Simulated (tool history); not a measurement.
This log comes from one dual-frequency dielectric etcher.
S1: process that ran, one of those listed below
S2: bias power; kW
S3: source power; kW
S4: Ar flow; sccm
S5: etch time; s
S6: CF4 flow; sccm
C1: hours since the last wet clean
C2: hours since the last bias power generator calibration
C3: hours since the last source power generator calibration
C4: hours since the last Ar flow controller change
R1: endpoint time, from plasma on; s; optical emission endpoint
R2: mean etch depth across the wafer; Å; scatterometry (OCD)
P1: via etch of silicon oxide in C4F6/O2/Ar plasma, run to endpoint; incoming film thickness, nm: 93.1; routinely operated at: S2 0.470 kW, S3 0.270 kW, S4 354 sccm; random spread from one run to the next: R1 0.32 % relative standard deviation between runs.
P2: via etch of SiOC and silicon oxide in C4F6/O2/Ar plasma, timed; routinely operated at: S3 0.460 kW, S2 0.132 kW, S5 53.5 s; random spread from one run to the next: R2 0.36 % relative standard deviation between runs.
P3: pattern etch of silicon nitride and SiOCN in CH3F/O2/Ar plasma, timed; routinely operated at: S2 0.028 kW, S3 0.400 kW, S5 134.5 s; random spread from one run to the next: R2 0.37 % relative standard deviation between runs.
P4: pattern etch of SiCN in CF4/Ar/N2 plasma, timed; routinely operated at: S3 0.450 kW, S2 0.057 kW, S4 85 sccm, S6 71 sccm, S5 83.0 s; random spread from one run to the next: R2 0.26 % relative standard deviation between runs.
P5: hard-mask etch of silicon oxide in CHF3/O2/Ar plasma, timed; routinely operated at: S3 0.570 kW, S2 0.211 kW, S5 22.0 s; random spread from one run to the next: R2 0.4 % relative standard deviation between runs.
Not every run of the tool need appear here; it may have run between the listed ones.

run   hour  S1     S2     S3   S4     S5  S6     C1      C2      C3      C4      R1      R2
  1   11.2  P1  0.470  0.270  354             274.7   747.4  3069.3  3975.4  24.545
  2   17.8  P2  0.132  0.460        35.5      281.3   754.0  3075.9  3982.0          392.31
  3   24.3  P1  0.470  0.270  354             287.8   760.5  3082.4  3988.5  24.621
  4   32.9  P1  0.470  0.270  276             296.4   769.1  3091.0  3997.1  23.923
  5   40.1  P5  0.211  0.380        22.0      303.6   776.3  3098.2  4004.3          383.59
  6   52.7  P5  0.211  0.570        22.0      316.2   788.9  3110.8  4016.9          444.79
  7   59.2  P1  0.470  0.350  295             322.7   795.4  3117.3  4023.4  21.893
  8   69.7  P4  0.057  0.450   85   83.0  71  333.2   805.9  3127.8  4033.9          674.61
  9   81.6  P3  0.028  0.400       134.5      345.1   817.8  3139.7  4045.8          202.32
 10   92.5  P3  0.020  0.400       134.5      356.0   828.7  3150.6  4056.7          174.78
 11   99.3  P1  0.602  0.270  354             362.8   835.5  3157.4  4063.5  22.431
 12  109.7  P1  0.470  0.270  354             373.2   845.9  3167.8  4073.9  24.480
 13  120.4  P5  0.162  0.570        22.0      383.9   856.6  3178.5  4084.6          409.60
 14  131.0  P1  0.470  0.270  354             394.5   867.2  3189.1  4095.2  24.654
 15  138.8  P5  0.211  0.570        12.5      402.3   875.0  3196.9  4103.0          254.37
 16  150.7  P1  0.470  0.270  354             414.2   886.9  3208.8  4114.9  24.649
 17  159.8  P5  0.211  0.570        22.0      423.3   896.0  3217.9  4124.0          444.41
 18  169.6  P4  0.057  0.450   85   59.0  71  433.1   905.8  3227.7  4133.8          480.06
     175.9  -- wet clean of the chamber
 19  176.1  P1  0.470  0.270  354               0.3   912.3  3234.2  4140.3  24.559
 20  182.5  P2  0.185  0.460        53.5        6.7   918.7  3240.6  4146.7          653.12
 21  193.0  P1  0.328  0.270  354              17.2   929.2  3251.1  4157.2  28.052
 22  200.6  P2  0.132  0.460        53.5       24.8   936.8  3258.7  4164.8          590.28
 23  207.0  P4  0.057  0.450   85   83.0  87   31.2   943.2  3265.1  4171.2          696.45
 24  217.6  P1  0.470  0.370  354              41.8   953.8  3275.7  4181.8  21.967
 25  224.2  P1  0.470  0.270  435              48.4   960.4  3282.3  4188.4  25.082
 26  232.2  P3  0.028  0.400       193.0       56.4   968.4  3290.3  4196.4          291.82
 27  238.7  P4  0.057  0.280   85   83.0  71   62.9   974.9  3296.8  4202.9          444.42
 28  250.5  P1  0.470  0.210  354              74.7   986.7  3308.6  4214.7  26.946
 29  263.1  P2  0.132  0.340        53.5       87.3   999.3  3321.2  4227.3          525.17
 30  270.6  P4  0.042  0.450   85   83.0  71   94.8  1006.8  3328.7  4234.8          613.12
 31  277.9  P4  0.057  0.450  110   83.0  71  102.1  1014.1  3336.0  4242.1          652.62
 32  290.4  P3  0.028  0.260       134.5      114.6  1026.6  3348.5  4254.6          175.35
 33  298.1  P1  0.470  0.270  354             122.3  1034.3  3356.2  4262.3  24.568
 34  304.9  P1  0.470  0.270  354             129.1  1041.1  3363.0  4269.1  24.576

The next listed run, before its measurement:
 35  312.3  P1  0.470  0.270  354          136.5  1048.5  3370.4  4276.5   ?

R1: 24.719 s
